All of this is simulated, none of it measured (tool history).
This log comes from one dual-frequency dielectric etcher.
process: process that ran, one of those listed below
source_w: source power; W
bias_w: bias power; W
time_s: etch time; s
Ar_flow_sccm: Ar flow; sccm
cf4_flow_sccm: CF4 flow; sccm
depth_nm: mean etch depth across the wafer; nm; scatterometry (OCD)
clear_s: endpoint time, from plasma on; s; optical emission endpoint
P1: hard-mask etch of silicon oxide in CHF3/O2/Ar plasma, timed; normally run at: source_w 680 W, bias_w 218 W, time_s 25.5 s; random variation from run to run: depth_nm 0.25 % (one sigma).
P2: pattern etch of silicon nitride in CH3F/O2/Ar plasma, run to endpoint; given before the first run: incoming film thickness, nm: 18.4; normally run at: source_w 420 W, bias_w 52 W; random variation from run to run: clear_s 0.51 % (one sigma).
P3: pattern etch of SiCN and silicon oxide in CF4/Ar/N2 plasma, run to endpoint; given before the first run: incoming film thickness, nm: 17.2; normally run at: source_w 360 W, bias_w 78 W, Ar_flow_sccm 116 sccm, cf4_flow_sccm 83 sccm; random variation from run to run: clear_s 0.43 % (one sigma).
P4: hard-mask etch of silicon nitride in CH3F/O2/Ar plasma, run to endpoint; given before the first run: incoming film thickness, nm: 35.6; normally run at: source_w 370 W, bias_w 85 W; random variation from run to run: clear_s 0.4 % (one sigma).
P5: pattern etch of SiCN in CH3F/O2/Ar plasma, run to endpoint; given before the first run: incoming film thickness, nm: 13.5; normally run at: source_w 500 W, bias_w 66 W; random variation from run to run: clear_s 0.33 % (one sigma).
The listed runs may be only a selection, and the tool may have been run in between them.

run    day  process  source_w  bias_w  time_s  Ar_flow_sccm  cf4_flow_sccm  hours since the last wet clean  hours since the last source power generator calibration  hours since the last bias power generator calibration  depth_nm  clear_s
  1  0.221       P1       680     218    25.5                                                        290.5                                                   3536.0                                                 1775.0    54.857
  2  0.417       P3       360      58                   116             83                           295.2                                                   3540.7                                                 1779.7             26.216
  3  0.633       P5       500      80                                                                300.4                                                   3545.9                                                 1784.9             32.995
  4  0.858       P2       420      70                                                                305.8                                                   3551.3                                                 1790.3             25.712
  5  1.167       P2       290      52                                                                313.2                                                   3558.7                                                 1797.7             33.406
  6  1.508       P1       680     218    33.0                                                        321.4                                                   3566.9                                                 1805.9    71.285
  7  1.796       P1       680     218    25.5                                                        328.3                                                   3573.8                                                 1812.8    55.044
  8  2.117       P1       920     218    35.5                                                        336.0                                                   3581.5                                                 1820.5    85.678
  9  2.333       P1       490     280    25.5                                                        341.2                                                   3586.7                                                 1825.7    53.118
 10  2.658       P1       680     218    25.5                                                        349.0                                                   3594.5                                                 1833.5    54.799
 11  2.929       P4       370      58                                                                355.5                                                   3601.0                                                 1840.0             57.891
 12  3.096       P3       360      78                   116             51                           359.5                                                   3605.0                                                 1844.0             25.532
 13  3.279       P4       370      85                                                                363.9                                                   3609.4                                                 1848.4             50.866
     3.442  -- bias power generator calibrated
 14  3.625       P4       370      85                                                                372.2                                                   3617.7                                                    4.4             50.731
 15  3.858       P5       500      66                                                                377.8                                                   3623.3                                                   10.0             35.105
 16  4.012       P3       360      78                   116             83                           381.5                                                   3627.0                                                   13.7             23.751
 17  4.183       P1       680     218    25.5                                                        385.6                                                   3631.1                                                   17.8    54.926
 18  4.517       P4       240      85                                                                393.6                                                   3639.1                                                   25.8             59.904
 19  4.688       P3       360      78                   158             83                           397.7                                                   3643.2                                                   29.9             24.637
 20  5.008       P1       680     218    19.0                                                        405.4                                                   3650.9                                                   37.6    40.781
 21  5.167       P1       470     218    25.5                                                        409.2                                                   3654.7                                                   41.4    47.893
 22  5.421       P5       660      66                                                                415.3                                                   3660.8                                                   47.5             31.648
 23  5.683       P1       680     279    25.5                                                        421.6                                                   3667.1                                                   53.8    60.013
 24  5.992       P1       960     218    25.5                                                        429.0                                                   3674.5                                                   61.2    62.703
 25  6.300       P1       680     170    25.5                                                        436.4                                                   3681.9                                                   68.6    50.450
 26  6.467       P3       500      78                   116             83                           440.4                                                   3685.9                                                   72.6             17.817
 27  6.667       P2       420      52                                                                445.2                                                   3690.7                                                   77.4             28.460
 28  6.850       P5       500      66                                                                449.6                                                   3695.1                                                   81.8             35.102
 29  7.079       P1       680     218    25.5                                                        455.1                                                   3700.6                                                   87.3    55.132
 30  7.304       P1       680     218    25.5                                                        460.5                                                   3706.0                                                   92.7    55.089
 31  7.529       P1       680     218    25.5                                                        465.9                                                   3711.4                                                   98.1    54.757
 32  7.833       P1       680     218    25.5                                                        473.2                                                   3718.7                                                  105.4    54.408

Forecast run 33:
 33  8.067       P1       680     218    25.5                                                        478.8                                                   3724.3                                                  111.0         ?

{"run 33": {"depth_nm": 54.308}}

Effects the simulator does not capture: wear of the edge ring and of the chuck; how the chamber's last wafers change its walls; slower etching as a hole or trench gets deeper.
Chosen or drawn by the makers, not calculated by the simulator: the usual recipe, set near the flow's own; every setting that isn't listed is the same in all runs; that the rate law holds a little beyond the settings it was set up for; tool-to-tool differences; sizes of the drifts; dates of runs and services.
